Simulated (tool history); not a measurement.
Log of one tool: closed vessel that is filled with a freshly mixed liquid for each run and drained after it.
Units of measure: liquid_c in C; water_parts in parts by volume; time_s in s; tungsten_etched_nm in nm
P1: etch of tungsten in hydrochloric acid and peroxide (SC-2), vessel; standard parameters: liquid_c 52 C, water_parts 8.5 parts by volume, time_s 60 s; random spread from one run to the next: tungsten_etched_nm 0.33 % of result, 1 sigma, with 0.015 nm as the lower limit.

run,hour,liquid_c,water_parts,time_s,tungsten_etched_nm
1,9.9,52,8.5,60,20.086
2,22.5,52,8.5,60,20.187
3,29.6,52,11.5,60,15.596
4,38.3,52,8.5,115,38.603
5,46.5,35.5,8.5,60,6.4631
6,57,52,4,60,35.203
7,67.2,66.5,8.5,60,50.353
8,79.8,62,4,60,66.703
9,85.5,52,8.5,30,10.074
10,96.9,58.5,5,60,45.694
11,105.6,52,8.5,60,19.968
12,112.2,52,8.5,60,20.097
13,123.7,52,8.5,60,20.018
14,134.2,52,8.5,60,19.271
15,142.5,52,8.5,60,18.895
16,151.1,52,8.5,60,18.724
17,162.7,52,8.5,60,18.289
18,169.2,52,8.5,60,18.201
# hour 169.3: new drum of peroxide connected
19,180.2,52,8.5,60,18.209
20,188.9,52,8.5,60,18.213
21,200.8,52,8.5,60,18.169

Something has made what P1 gives creep away from where it was; the 2 causes below, each at its own stated size, fit the log equally well:
A: chemicals flow below the setpoint (%) = 11.6
B: liquid colder than its thermometer reads (K) = 1.53
Onset of the creep was near hour 123.7.
All other causes, with the reason each is excluded:
peroxide weaker than its label (%): its service at hour 169.3 followed the start of the drift and did not put the process back to its old value

Consider the 4 single-wafer check runs listed below, results given as question marks: which one distinguishes between the causes by giving clearly different results for each?
check 1,212.7,45,8.5,60,?
check 2,212.7,42,4,60,?
check 3,212.7,43,8.5,95,?
check 4,212.7,52,11,60,?

What every check run would give for each of its results, assuming each possible cause in turn:
check,result,if A,if B
check 1,tungsten_etched_nm,11.351,11.297
check 2,tungsten_etched_nm,16.406,16.019
check 3,tungsten_etched_nm,15.649,15.553
check 4,tungsten_etched_nm,14.623,14.681
Separation of the two closest causes in each check, using whichever result separates them best: check 1 0.48 %; check 2 2.39 %; check 3 0.62 %; check 4 0.4 %
Of the check runs offered, only check 2 discriminates between the causes; the rest would read about the same regardless of which cause applies.

Check 2 was then run and gave: tungsten_etched_nm 16.008 nm. Which cause is it?

It is B: liquid colder than its thermometer reads (K).

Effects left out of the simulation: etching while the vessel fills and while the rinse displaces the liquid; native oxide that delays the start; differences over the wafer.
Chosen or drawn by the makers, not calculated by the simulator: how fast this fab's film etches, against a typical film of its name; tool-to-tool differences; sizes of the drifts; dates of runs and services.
